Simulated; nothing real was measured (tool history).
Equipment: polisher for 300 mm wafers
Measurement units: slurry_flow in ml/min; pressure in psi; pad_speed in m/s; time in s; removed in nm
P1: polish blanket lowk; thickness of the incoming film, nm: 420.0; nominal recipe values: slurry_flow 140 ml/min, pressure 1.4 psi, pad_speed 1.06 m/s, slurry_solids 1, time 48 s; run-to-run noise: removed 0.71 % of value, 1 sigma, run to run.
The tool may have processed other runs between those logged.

run,hour,slurry_flow,pressure,pad_speed,slurry_solids,time,wafers polished on this pad,hours since the slurry nozzle was cleaned,hours since the head pressure was calibrated,hours since the slurry blender was calibrated,hours since the conditioning disc was replaced,removed
1,9.4,140,1.4,1.06,1,48,689,434.7,362.6,71.3,240.7,14.242
# hour 18.2: slurry blender recalibrated
2,20,140,1.4,1.06,1,74,794,445.3,373.2,1.9,251.3,21.848
# hour 22.1: head pressure recalibrated
3,32.2,140,2.1,1.06,1,48,915,457.5,10.2,14.1,263.5,21.734
4,43.4,140,1.4,1.06,1.35,48,1025,468.7,21.4,25.3,274.7,16.06
5,49.1,140,2,1.06,0.75,48,1082,474.4,27.1,31,280.4,17.774
6,55.6,140,1.4,1.06,1,48,1146,480.9,33.6,37.5,286.9,14.32
7,66.1,140,0.6,1.06,1,48,1250,491.4,44.1,48,297.4,6.0586
8,75.2,140,1.4,0.72,1,48,1340,500.5,53.2,57.1,306.5,10.415
9,81.9,85,1.4,1.06,1,48,1406,507.2,59.9,63.8,313.2,12.506
10,88.2,140,1.4,1.06,1,48,1468,513.5,66.2,70.1,319.5,14.191
11,93.9,140,1.4,1.06,1,48,1524,519.2,71.9,75.8,325.2,14.149
12,102.5,140,1.4,1.06,0.5,48,1609,527.8,80.5,84.4,333.8,9.8164
13,109,140,1.4,1.06,1,48,1674,534.3,87,90.9,340.3,14.227
14,117.9,140,1.4,1.06,1,48,1762,543.2,95.9,99.8,349.2,14.21
15,129,140,1.4,1.06,1,26,1871,554.3,107,110.9,360.3,7.6953
16,140.8,140,1.4,1.62,1,48,1988,566.1,118.8,122.7,372.1,19.831
17,146.2,140,1.4,1.62,1,67,2041,571.5,124.2,128.1,377.5,27.938
18,151.8,220,1.4,1.06,1,48,2097,577.1,129.8,133.7,383.1,15.22
19,158,140,1.4,1.06,1,48,2158,583.3,136,139.9,389.3,14.214
20,164.9,140,1.4,1.06,1,48,2226,590.2,142.9,146.8,396.2,13.565
21,171.3,140,1.4,1.06,1,48,2289,596.6,149.3,153.2,402.6,13.341
# hour 175.1: slurry blender recalibrated
# hour 176.3: conditioning disc replaced and pad reconditioned
22,181.4,140,1.4,1.06,1,48,2389,606.7,159.4,6.4,5.1,13.088
23,190.2,140,1.4,1.06,1,48,2476,615.5,168.2,15.2,13.9,12.787
# hour 191.2: worn pad replaced by a new one
24,197.5,140,1.4,1.06,1,48,62,622.8,175.5,22.5,21.2,12.775
25,203.2,140,1.4,1.06,1,48,119,628.5,181.2,28.2,26.9,12.762

The log shows P1 creeping away from where it was. Any of the 2 causes listed here, at the size stated for it, fits the log just as well as the others:
A: head's pressure below its setpoint, % = 10.4
B: slurry flow missing at the pad, % = 38
The gradual shift began around hour 158.
Excluded causes, each with its reason:
removal rate lost through wear of the pad, %: maintenance at hour 191.2, after the shift began, did not return the process to its former output
abrasive missing from the slurry, %: maintenance at hour 175.1, after the shift began, did not return the process to its former output
time polished since the conditioner stopped cutting, s: maintenance at hour 176.3, after the shift began, did not return the process to its former output

Consider the 4 single-wafer check runs listed below, results given as question marks: which one distinguishes between the causes by giving clearly different results for each?
check 1,208.9,85,1.4,1.06,1,28,,,,,,?
check 2,208.9,140,2.1,1.06,0.65,48,,,,,,?
check 3,208.9,140,0.8,1.06,0.6,48,,,,,,?
check 4,208.9,140,2.1,1.06,0.75,48,,,,,,?

How each check would come out, cause by cause:
check,result,if A,if B
check 1,removed,6.626,6.249
check 2,removed,15.369,15.368
check 3,removed,5.593,5.5927
check 4,removed,16.613,16.612
Per check, the gap between the least separated pair of causes, taken in the result that splits them most: check 1 5.86 %; check 2 0.01 %; check 3 0.01 %; check 4 0.01 %
Check 1 is the one run that separates the causes; every other check would come out nearly the same whichever cause is at work.

Check 1 has now been run. It gave: removed 6.247 nm. Which of the candidate causes is it?

Of the candidate causes, it is B: slurry flow missing at the pad, %.
